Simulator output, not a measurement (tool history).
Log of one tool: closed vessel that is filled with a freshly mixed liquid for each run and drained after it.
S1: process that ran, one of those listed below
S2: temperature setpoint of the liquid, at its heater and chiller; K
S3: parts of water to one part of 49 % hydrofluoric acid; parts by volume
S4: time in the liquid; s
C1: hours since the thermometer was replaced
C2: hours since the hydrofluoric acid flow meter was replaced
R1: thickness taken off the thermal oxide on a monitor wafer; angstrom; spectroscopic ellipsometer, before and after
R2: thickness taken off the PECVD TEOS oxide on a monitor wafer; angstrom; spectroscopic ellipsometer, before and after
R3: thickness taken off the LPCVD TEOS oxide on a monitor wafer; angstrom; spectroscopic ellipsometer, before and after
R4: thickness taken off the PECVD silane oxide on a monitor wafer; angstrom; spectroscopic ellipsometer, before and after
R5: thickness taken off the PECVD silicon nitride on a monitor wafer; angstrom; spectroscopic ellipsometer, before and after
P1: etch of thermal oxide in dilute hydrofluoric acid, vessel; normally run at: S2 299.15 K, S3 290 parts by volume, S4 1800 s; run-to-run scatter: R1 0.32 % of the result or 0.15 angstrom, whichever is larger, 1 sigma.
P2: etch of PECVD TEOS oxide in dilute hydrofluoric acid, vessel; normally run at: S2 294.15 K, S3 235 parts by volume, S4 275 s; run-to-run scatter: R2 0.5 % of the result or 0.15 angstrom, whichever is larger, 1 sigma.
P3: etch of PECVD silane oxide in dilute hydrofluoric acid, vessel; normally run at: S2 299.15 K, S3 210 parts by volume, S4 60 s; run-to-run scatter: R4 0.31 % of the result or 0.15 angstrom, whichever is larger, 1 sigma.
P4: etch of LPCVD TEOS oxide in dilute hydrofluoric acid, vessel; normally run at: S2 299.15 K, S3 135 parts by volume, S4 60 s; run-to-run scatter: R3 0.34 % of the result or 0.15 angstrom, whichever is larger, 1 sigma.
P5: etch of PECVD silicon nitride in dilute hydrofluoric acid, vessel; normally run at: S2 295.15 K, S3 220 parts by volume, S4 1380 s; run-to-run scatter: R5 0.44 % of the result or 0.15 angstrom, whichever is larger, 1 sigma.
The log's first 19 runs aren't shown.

run,hour,S1,S2,S3,S4,C1,C2,R1,R2,R3,R4,R5
20,227,P1,299.15,400,1800,1785.8,302.9,174.48,,,,
21,235.3,P1,299.15,150,2790,1794.1,311.2,928.86,,,,
22,246.3,P1,299.15,290,1020,1805.1,322.2,150.92,,,,
23,255.7,P2,294.15,235,530,1814.5,331.6,,411.91,,,
24,265.8,P3,299.15,210,60,1824.6,341.7,,,,65.863,
25,277.5,P5,295.15,220,2405,1836.3,353.4,,,,,335.84
26,287.9,P5,295.15,395,1380,1846.7,363.8,,,,,110.14
27,296.5,P1,299.15,290,1800,1855.3,372.4,268.53,,,,
28,312.8,P1,299.15,290,1800,1871.6,388.7,268.1,,,,
29,328,P1,294.15,290,1800,1886.8,403.9,223.69,,,,
30,340.8,P1,303.65,60,1800,1899.6,416.7,2023.2,,,,

Run 31 comes next. What will it give?
31,357.1,P3,299.15,350,60,1915.9,433,,,,?,

{"run 31": {"R4": 34.113}}
